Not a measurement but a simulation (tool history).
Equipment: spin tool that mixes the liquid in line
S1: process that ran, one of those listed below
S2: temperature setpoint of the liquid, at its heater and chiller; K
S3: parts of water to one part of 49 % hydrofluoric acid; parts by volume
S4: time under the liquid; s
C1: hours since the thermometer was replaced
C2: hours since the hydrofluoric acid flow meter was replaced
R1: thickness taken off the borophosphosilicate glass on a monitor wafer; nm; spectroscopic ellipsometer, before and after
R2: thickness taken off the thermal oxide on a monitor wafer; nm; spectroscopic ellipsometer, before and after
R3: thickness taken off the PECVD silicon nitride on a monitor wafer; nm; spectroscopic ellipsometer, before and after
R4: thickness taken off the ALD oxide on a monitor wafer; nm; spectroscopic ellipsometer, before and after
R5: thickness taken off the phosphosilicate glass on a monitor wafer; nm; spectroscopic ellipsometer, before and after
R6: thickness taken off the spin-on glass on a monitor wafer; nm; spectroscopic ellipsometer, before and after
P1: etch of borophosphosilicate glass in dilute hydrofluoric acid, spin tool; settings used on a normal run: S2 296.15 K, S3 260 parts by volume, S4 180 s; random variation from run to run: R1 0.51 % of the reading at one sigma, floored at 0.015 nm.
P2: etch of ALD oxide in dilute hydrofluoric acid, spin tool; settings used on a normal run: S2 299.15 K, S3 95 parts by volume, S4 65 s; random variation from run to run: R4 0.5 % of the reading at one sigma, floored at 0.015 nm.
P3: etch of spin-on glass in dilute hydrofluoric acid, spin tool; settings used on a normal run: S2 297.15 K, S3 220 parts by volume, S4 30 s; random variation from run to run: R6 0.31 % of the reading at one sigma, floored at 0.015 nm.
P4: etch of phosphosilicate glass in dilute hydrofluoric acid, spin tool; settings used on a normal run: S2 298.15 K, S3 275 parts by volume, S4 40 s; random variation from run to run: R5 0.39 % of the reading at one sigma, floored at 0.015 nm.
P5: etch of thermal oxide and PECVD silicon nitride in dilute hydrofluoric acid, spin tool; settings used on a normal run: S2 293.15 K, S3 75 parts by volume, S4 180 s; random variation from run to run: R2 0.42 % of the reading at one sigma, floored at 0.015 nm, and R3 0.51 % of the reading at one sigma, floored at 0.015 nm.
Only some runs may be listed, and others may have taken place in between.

run	hour	S1	S2	S3	S4	C1	C2	R1	R2	R3	R4	R5	R6
1	13.6	P1	296.15	260	180	1129.5	520.2	38.4770					
2	24.2	P5	293.15	75	180	1140.1	530.8		9.3513	10.288			
3	34.5	P1	304.65	260	180	1150.4	541.1	51.4610					
4	45.6	P1	290.15	90	180	1161.5	552.2	105.0900					
5	55.5	P1	296.15	260	180	1171.4	562.1	38.1760					
6	62.3	P2	299.15	95	65	1178.2	568.9				10.1600		
7	76.3	P1	290.15	260	95	1192.2	582.9	16.3020					
8	88.1	P2	299.15	145	65	1204.0	594.7				6.2298		
9	99.8	P4	306.15	275	40	1215.7	606.4					15.4980	
10	111.7	P3	297.15	220	30	1227.6	618.3						6.6127
11	121.0	P4	298.15	460	40	1236.9	627.6					5.9898	
12	129.4	P4	298.15	275	40	1245.3	636.0					11.8810	
13	141.0	P2	307.15	95	65	1256.9	647.6				13.6500		
14	151.5	P1	296.15	260	180	1267.4	658.1	38.4530					
15	163.0	P3	303.15	220	30	1278.9	669.6						8.1513
16	173.2	P1	296.15	260	365	1289.1	679.8	78.1650					
17	186.7	P3	297.15	220	55	1302.6	693.3						12.1400
18	198.9	P2	299.15	95	125	1314.8	705.5				19.6460		
19	210.9	P1	296.15	260	180	1326.8	717.5	38.2890					
20	218.9	P1	296.15	260	15	1334.8	725.5	3.2033					
21	228.5	P2	299.15	95	65	1344.4	735.1				10.2040		

What does the tool deliver on the next run?
22	235.9	P1	296.15	130	180	1351.8	742.5	?					

For run 22 the tool returned R1 88.2590 nm.

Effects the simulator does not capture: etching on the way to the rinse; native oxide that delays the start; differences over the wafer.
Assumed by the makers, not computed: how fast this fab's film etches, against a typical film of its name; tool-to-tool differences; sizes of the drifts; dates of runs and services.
